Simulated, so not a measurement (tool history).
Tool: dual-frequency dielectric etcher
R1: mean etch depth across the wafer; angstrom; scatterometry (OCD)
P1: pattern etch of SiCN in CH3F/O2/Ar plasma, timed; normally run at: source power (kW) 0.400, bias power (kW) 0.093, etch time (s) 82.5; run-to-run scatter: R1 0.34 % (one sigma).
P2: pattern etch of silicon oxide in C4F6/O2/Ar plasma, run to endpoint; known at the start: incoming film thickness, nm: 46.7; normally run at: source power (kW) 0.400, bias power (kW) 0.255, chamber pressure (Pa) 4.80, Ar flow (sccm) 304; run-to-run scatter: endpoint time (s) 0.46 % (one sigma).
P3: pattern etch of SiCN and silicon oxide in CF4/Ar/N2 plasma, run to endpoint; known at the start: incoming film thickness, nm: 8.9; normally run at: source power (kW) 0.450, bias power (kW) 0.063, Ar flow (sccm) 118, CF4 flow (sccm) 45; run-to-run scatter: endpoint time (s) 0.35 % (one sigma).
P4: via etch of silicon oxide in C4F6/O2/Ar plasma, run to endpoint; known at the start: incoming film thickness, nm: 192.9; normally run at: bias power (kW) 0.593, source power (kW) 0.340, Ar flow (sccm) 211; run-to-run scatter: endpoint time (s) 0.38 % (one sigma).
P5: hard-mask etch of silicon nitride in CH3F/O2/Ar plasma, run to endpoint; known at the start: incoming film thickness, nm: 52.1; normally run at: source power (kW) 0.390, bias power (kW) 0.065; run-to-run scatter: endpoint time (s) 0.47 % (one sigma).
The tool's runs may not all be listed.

run 1 hour=4.8 | process_that_ran=P1 source_power_(kW)=0.400 bias_power_(kW)=0.093 etch_time_(s)=82.5 | R1=341.01
run 2 hour=8.9 | process_that_ran=P3 source_power_(kW)=0.450 bias_power_(kW)=0.063 Ar_flow_(sccm)=77 CF4_flow_(sccm)=45 | endpoint_time_(s)=11.2150
run 3 hour=15.4 | process_that_ran=P4 source_power_(kW)=0.340 bias_power_(kW)=0.593 Ar_flow_(sccm)=133 | endpoint_time_(s)=38.2090
run 4 hour=22.1 | process_that_ran=P3 source_power_(kW)=0.450 bias_power_(kW)=0.063 Ar_flow_(sccm)=118 CF4_flow_(sccm)=45 | endpoint_time_(s)=12.0850
run 5 hour=29.6 | process_that_ran=P2 source_power_(kW)=0.400 bias_power_(kW)=0.255 Ar_flow_(sccm)=304 chamber_pressure_(Pa)=3.80 | endpoint_time_(s)=13.0890
run 6 hour=36.1 | process_that_ran=P3 source_power_(kW)=0.450 bias_power_(kW)=0.063 Ar_flow_(sccm)=118 CF4_flow_(sccm)=29 | endpoint_time_(s)=13.0240
run 7 hour=40.7 | process_that_ran=P3 source_power_(kW)=0.450 bias_power_(kW)=0.063 Ar_flow_(sccm)=118 CF4_flow_(sccm)=45 | endpoint_time_(s)=12.0890
run 8 hour=47.9 | process_that_ran=P4 source_power_(kW)=0.340 bias_power_(kW)=0.593 Ar_flow_(sccm)=211 | endpoint_time_(s)=39.8080
run 9 hour=55.0 | process_that_ran=P1 source_power_(kW)=0.560 bias_power_(kW)=0.066 etch_time_(s)=82.5 | R1=343.10
run 10 hour=63.5 | process_that_ran=P1 source_power_(kW)=0.300 bias_power_(kW)=0.093 etch_time_(s)=82.5 | R1=306.04
run 11 hour=69.8 | process_that_ran=P4 source_power_(kW)=0.340 bias_power_(kW)=0.702 Ar_flow_(sccm)=211 | endpoint_time_(s)=37.5850
run 12 hour=74.8 | process_that_ran=P2 source_power_(kW)=0.400 bias_power_(kW)=0.308 Ar_flow_(sccm)=304 chamber_pressure_(Pa)=4.80 | endpoint_time_(s)=12.7810
run 13 hour=80.4 | process_that_ran=P2 source_power_(kW)=0.270 bias_power_(kW)=0.255 Ar_flow_(sccm)=304 chamber_pressure_(Pa)=4.80 | endpoint_time_(s)=15.7310
run 14 hour=89.0 | process_that_ran=P5 source_power_(kW)=0.390 bias_power_(kW)=0.091 | endpoint_time_(s)=70.3640
run 15 hour=96.5 | process_that_ran=P1 source_power_(kW)=0.400 bias_power_(kW)=0.093 etch_time_(s)=82.5 | R1=341.78
run 16 hour=103.8 | process_that_ran=P1 source_power_(kW)=0.400 bias_power_(kW)=0.093 etch_time_(s)=82.5 | R1=337.79
run 17 hour=110.2 | process_that_ran=P1 source_power_(kW)=0.400 bias_power_(kW)=0.062 etch_time_(s)=82.5 | R1=294.00
run 18 hour=117.4 | process_that_ran=P5 source_power_(kW)=0.390 bias_power_(kW)=0.065 | endpoint_time_(s)=78.0900
run 19 hour=122.6 | process_that_ran=P3 source_power_(kW)=0.590 bias_power_(kW)=0.063 Ar_flow_(sccm)=118 CF4_flow_(sccm)=45 | endpoint_time_(s)=9.5394
run 20 hour=131.9 | process_that_ran=P4 source_power_(kW)=0.220 bias_power_(kW)=0.593 Ar_flow_(sccm)=211 | endpoint_time_(s)=46.7450
run 21 hour=141.0 | process_that_ran=P2 source_power_(kW)=0.400 bias_power_(kW)=0.255 Ar_flow_(sccm)=304 chamber_pressure_(Pa)=4.80 | endpoint_time_(s)=13.5410
run 22 hour=149.4 | process_that_ran=P1 source_power_(kW)=0.400 bias_power_(kW)=0.093 etch_time_(s)=48.5 | R1=200.51
run 23 hour=155.4 | process_that_ran=P2 source_power_(kW)=0.400 bias_power_(kW)=0.255 Ar_flow_(sccm)=304 chamber_pressure_(Pa)=4.80 | endpoint_time_(s)=13.5790
run 24 hour=159.7 | process_that_ran=P1 source_power_(kW)=0.400 bias_power_(kW)=0.093 etch_time_(s)=82.5 | R1=340.56
run 25 hour=169.0 | process_that_ran=P3 source_power_(kW)=0.450 bias_power_(kW)=0.045 Ar_flow_(sccm)=118 CF4_flow_(sccm)=45 | endpoint_time_(s)=13.6600
run 26 hour=178.3 | process_that_ran=P1 source_power_(kW)=0.400 bias_power_(kW)=0.063 etch_time_(s)=55.5 | R1=199.21
run 27 hour=185.9 | process_that_ran=P1 source_power_(kW)=0.550 bias_power_(kW)=0.093 etch_time_(s)=82.5 | R1=384.20
run 28 hour=194.3 | process_that_ran=P1 source_power_(kW)=0.400 bias_power_(kW)=0.093 etch_time_(s)=82.5 | R1=339.57
run 29 hour=203.3 | process_that_ran=P5 source_power_(kW)=0.390 bias_power_(kW)=0.065 | endpoint_time_(s)=78.1290
run 30 hour=207.8 | process_that_ran=P2 source_power_(kW)=0.400 bias_power_(kW)=0.255 Ar_flow_(sccm)=404 chamber_pressure_(Pa)=4.80 | endpoint_time_(s)=13.9640
run 31 hour=212.9 | process_that_ran=P1 source_power_(kW)=0.400 bias_power_(kW)=0.093 etch_time_(s)=115.5 | R1=479.02
run 32 hour=219.8 | process_that_ran=P5 source_power_(kW)=0.300 bias_power_(kW)=0.065 | endpoint_time_(s)=86.8780
run 33 hour=226.2 | process_that_ran=P1 source_power_(kW)=0.400 bias_power_(kW)=0.110 etch_time_(s)=82.5 | R1=362.85
run 34 hour=231.5 | process_that_ran=P1 source_power_(kW)=0.400 bias_power_(kW)=0.093 etch_time_(s)=82.5 | R1=341.16
run 35 hour=238.5 | process_that_ran=P1 source_power_(kW)=0.400 bias_power_(kW)=0.093 etch_time_(s)=82.5 | R1=343.75
run 36 hour=246.4 | process_that_ran=P1 source_power_(kW)=0.400 bias_power_(kW)=0.093 etch_time_(s)=82.5 | R1=345.17
-- hour=249.8 wet clean of the chamber
run 37 hour=252.5 | process_that_ran=P1 source_power_(kW)=0.400 bias_power_(kW)=0.093 etch_time_(s)=82.5 | R1=346.47
run 38 hour=257.8 | process_that_ran=P1 source_power_(kW)=0.400 bias_power_(kW)=0.093 etch_time_(s)=82.5 | R1=345.80

The next listed run, before its measurement:
run 39 hour=266.1 | process_that_ran=P1 source_power_(kW)=0.400 bias_power_(kW)=0.093 etch_time_(s)=82.5 | R1=?

R1: 345.37 angstrom
